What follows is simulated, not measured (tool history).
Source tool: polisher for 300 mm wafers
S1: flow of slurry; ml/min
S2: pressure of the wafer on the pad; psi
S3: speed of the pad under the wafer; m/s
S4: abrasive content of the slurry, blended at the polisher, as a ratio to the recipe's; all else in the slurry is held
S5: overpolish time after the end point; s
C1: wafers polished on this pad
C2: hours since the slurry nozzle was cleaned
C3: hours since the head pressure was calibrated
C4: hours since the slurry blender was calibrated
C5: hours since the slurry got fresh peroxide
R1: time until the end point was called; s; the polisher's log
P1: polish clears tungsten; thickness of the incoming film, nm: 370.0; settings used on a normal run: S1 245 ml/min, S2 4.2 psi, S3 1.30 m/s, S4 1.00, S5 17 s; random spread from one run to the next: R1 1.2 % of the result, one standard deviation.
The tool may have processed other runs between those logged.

run 1 day=0.354 | S1=245 S2=4.2 S3=1.30 S4=1.00 S5=17 | C1=591 C2=466.0 C3=197.6 C4=53.6 C5=47.2 | R1=57.115
run 2 day=0.679 | S1=245 S2=6.2 S3=1.30 S4=1.00 S5=17 | C1=650 C2=473.8 C3=205.4 C4=61.4 C5=55.0 | R1=37.701
run 3 day=1.071 | S1=245 S2=4.2 S3=1.30 S4=1.00 S5=17 | C1=722 C2=483.2 C3=214.8 C4=70.8 C5=64.4 | R1=55.323
run 4 day=1.458 | S1=245 S2=4.2 S3=1.70 S4=1.00 S5=17 | C1=794 C2=492.5 C3=224.1 C4=80.1 C5=73.7 | R1=42.690
run 5 day=1.725 | S1=245 S2=1.9 S3=1.30 S4=1.00 S5=17 | C1=843 C2=498.9 C3=230.5 C4=86.5 C5=80.1 | R1=124.760
run 6 day=2.192 | S1=245 S2=4.2 S3=0.60 S4=1.00 S5=17 | C1=928 C2=510.1 C3=241.7 C4=97.7 C5=91.3 | R1=118.780
run 7 day=2.408 | S1=245 S2=4.2 S3=1.30 S4=1.00 S5=29 | C1=968 C2=515.3 C3=246.9 C4=102.9 C5=96.5 | R1=55.249
run 8 day=2.688 | S1=245 S2=4.2 S3=1.30 S4=1.25 S5=8 | C1=1019 C2=522.0 C3=253.6 C4=109.6 C5=103.2 | R1=52.863
run 9 day=3.038 | S1=245 S2=3.2 S3=1.30 S4=0.55 S5=17 | C1=1084 C2=530.4 C3=262.0 C4=118.0 C5=111.6 | R1=83.365
-- day=3.254 slurry nozzle cleaned
run 10 day=3.350 | S1=145 S2=4.2 S3=1.30 S4=1.00 S5=17 | C1=1141 C2=2.4 C3=269.5 C4=125.5 C5=119.1 | R1=59.325
run 11 day=3.562 | S1=245 S2=4.2 S3=1.30 S4=1.35 S5=17 | C1=1180 C2=7.5 C3=274.6 C4=130.6 C5=124.2 | R1=52.145
run 12 day=3.988 | S1=245 S2=4.2 S3=1.30 S4=1.00 S5=7 | C1=1258 C2=17.7 C3=284.8 C4=140.8 C5=134.4 | R1=56.736
-- day=4.308 head pressure recalibrated
run 13 day=4.338 | S1=245 S2=4.2 S3=1.30 S4=1.00 S5=17 | C1=1322 C2=26.1 C3=0.7 C4=149.2 C5=142.8 | R1=55.089
run 14 day=4.667 | S1=245 S2=4.2 S3=1.30 S4=0.50 S5=17 | C1=1383 C2=34.0 C3=8.6 C4=157.1 C5=150.7 | R1=66.767
run 15 day=5.008 | S1=245 S2=4.2 S3=1.30 S4=1.00 S5=17 | C1=1446 C2=42.2 C3=16.8 C4=165.3 C5=158.9 | R1=55.150
run 16 day=5.450 | S1=385 S2=4.2 S3=1.30 S4=1.00 S5=17 | C1=1527 C2=52.8 C3=27.4 C4=175.9 C5=169.5 | R1=52.866
run 17 day=5.854 | S1=245 S2=4.2 S3=2.02 S4=0.60 S5=17 | C1=1601 C2=62.5 C3=37.1 C4=185.6 C5=179.2 | R1=39.700
run 18 day=6.183 | S1=245 S2=4.2 S3=1.30 S4=1.00 S5=17 | C1=1662 C2=70.4 C3=45.0 C4=193.5 C5=187.1 | R1=55.740
run 19 day=6.658 | S1=245 S2=4.2 S3=1.30 S4=1.00 S5=17 | C1=1749 C2=81.8 C3=56.4 C4=204.9 C5=198.5 | R1=55.140
run 20 day=6.983 | S1=245 S2=4.2 S3=1.30 S4=1.00 S5=17 | C1=1808 C2=89.6 C3=64.2 C4=212.7 C5=206.3 | R1=56.438
run 21 day=7.446 | S1=245 S2=4.2 S3=1.30 S4=1.00 S5=17 | C1=1893 C2=100.7 C3=75.3 C4=223.8 C5=217.4 | R1=58.559
run 22 day=7.683 | S1=245 S2=4.2 S3=1.30 S4=1.00 S5=17 | C1=1937 C2=106.4 C3=81.0 C4=229.5 C5=223.1 | R1=59.239
-- day=8.071 slurry blender recalibrated
run 23 day=8.133 | S1=245 S2=4.2 S3=1.30 S4=1.00 S5=17 | C1=2020 C2=117.2 C3=91.8 C4=1.5 C5=233.9 | R1=60.476
-- day=8.162 slurry tank refilled with fresh slurry and peroxide
-- day=8.279 head pressure recalibrated
run 24 day=8.558 | S1=245 S2=4.2 S3=1.30 S4=1.00 S5=17 | C1=2098 C2=127.4 C3=6.8 C4=11.7 C5=9.5 | R1=59.016
run 25 day=8.875 | S1=245 S2=4.2 S3=1.30 S4=1.00 S5=17 | C1=2156 C2=135.0 C3=14.4 C4=19.3 C5=17.1 | R1=60.524
run 26 day=9.179 | S1=245 S2=4.2 S3=1.30 S4=1.00 S5=17 | C1=2212 C2=142.3 C3=21.7 C4=26.6 C5=24.4 | R1=59.847

Something has made what P1 gives creep away from where it was; the 2 causes below, each at its own stated size, fit the log equally well:
A: removal rate lost through wear of the pad, % = 6.8
B: slurry flow missing at the pad, % = 39.5
The drift started at roughly day 6.658.
What rules out each remaining cause:
head's pressure below its setpoint, %: serviced at day 8.279, which brought nothing back
abrasive missing from the slurry, %: serviced at day 8.071, which brought nothing back
peroxide lost from the slurry, %: serviced at day 8.162, which brought nothing back

The list below offers 4 check runs, each averaging the results of 5 wafers, and shows each result as a question mark. For which of them would the listed causes give clearly different results?
run check 1 day=9.483 | S1=245 S2=4.2 S3=1.66 S4=1.00 S5=9 | R1=?
run check 2 day=9.483 | S1=245 S2=5.4 S3=1.30 S4=1.00 S5=17 | R1=?
run check 3 day=9.483 | S1=145 S2=4.2 S3=1.30 S4=1.00 S5=17 | R1=?
run check 4 day=9.483 | S1=245 S2=4.2 S3=0.62 S4=1.35 S5=17 | R1=?

How each check would come out, cause by cause:
check=check_1 result=R1 if_A=46.799 if_B=46.794
check=check_2 result=R1 if_A=46.479 if_B=46.474
check=check_3 result=R1 if_A=64.362 if_B=67.212
check=check_4 result=R1 if_A=116.600 if_B=116.580
Per-check spread between the two closest causes, in the result where they differ most: check 1 0.01 %; check 2 0.01 %; check 3 4.33 %; check 4 0.01 %
Only check 3 tells the causes apart: in the others they would give nearly the same result.

Check 3 was carried out, with these results: R1 65.130 s. Which of the listed causes is responsible?

It was cause A: removal rate lost through wear of the pad, %.
